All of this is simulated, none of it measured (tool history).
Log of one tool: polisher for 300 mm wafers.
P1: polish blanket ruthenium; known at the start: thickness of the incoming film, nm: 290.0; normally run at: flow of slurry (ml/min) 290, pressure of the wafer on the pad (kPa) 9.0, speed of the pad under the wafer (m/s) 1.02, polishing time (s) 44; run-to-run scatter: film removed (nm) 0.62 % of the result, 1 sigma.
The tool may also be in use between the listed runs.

run,hour,flow of slurry (ml/min),pressure of the wafer on the pad (kPa),speed of the pad under the wafer (m/s),polishing time (s),wafers polished on this pad,hours since the slurry nozzle was cleaned,hours since the head pressure was calibrated,film removed (nm)
1,7.4,290,9.0,1.02,44,750,172.0,957.3,37.017
2,17.7,290,9.0,0.54,44,924,182.3,967.6,19.652
3,28.5,290,12.4,1.02,44,1105,193.1,978.4,50.979
# hour 38.4: head pressure recalibrated
4,40.8,290,9.0,1.02,44,1312,205.4,2.5,37.243
5,55.0,290,4.8,1.38,44,1551,219.6,16.7,27.148
6,68.7,290,9.0,1.02,44,1781,233.3,30.4,36.928
7,76.6,395,9.0,1.02,44,1914,241.2,38.3,37.888
8,83.6,175,9.0,1.02,44,2031,248.2,45.3,34.946
9,90.7,290,9.0,1.02,67,2151,255.3,52.4,56.106
10,105.6,425,9.0,1.02,31,2401,270.2,67.3,27.103
11,113.0,290,9.0,1.58,44,2526,277.6,74.7,57.745
12,120.6,290,9.0,1.02,44,2653,285.2,82.3,37.118
13,127.2,290,9.0,1.02,44,2764,291.8,88.9,36.676
14,135.8,290,9.0,1.02,22,2909,300.4,97.5,18.494
15,146.7,290,4.1,1.02,44,3092,311.3,108.4,17.073
16,160.4,290,9.0,1.02,44,3322,325.0,122.1,37.231
17,169.8,290,9.0,1.02,44,3480,334.4,131.5,36.566
18,181.7,290,9.0,1.02,44,3680,346.3,143.4,35.700
19,189.5,290,9.0,1.02,44,3811,354.1,151.2,35.548
# hour 192.3: worn pad replaced by a new one
20,199.2,290,9.0,1.02,44,116,363.8,160.9,34.924

Run 21 comes next. What will it give?
21,212.6,290,9.0,1.02,44,342,377.2,174.3,?

Run 21 gave film removed (nm) 35.161.
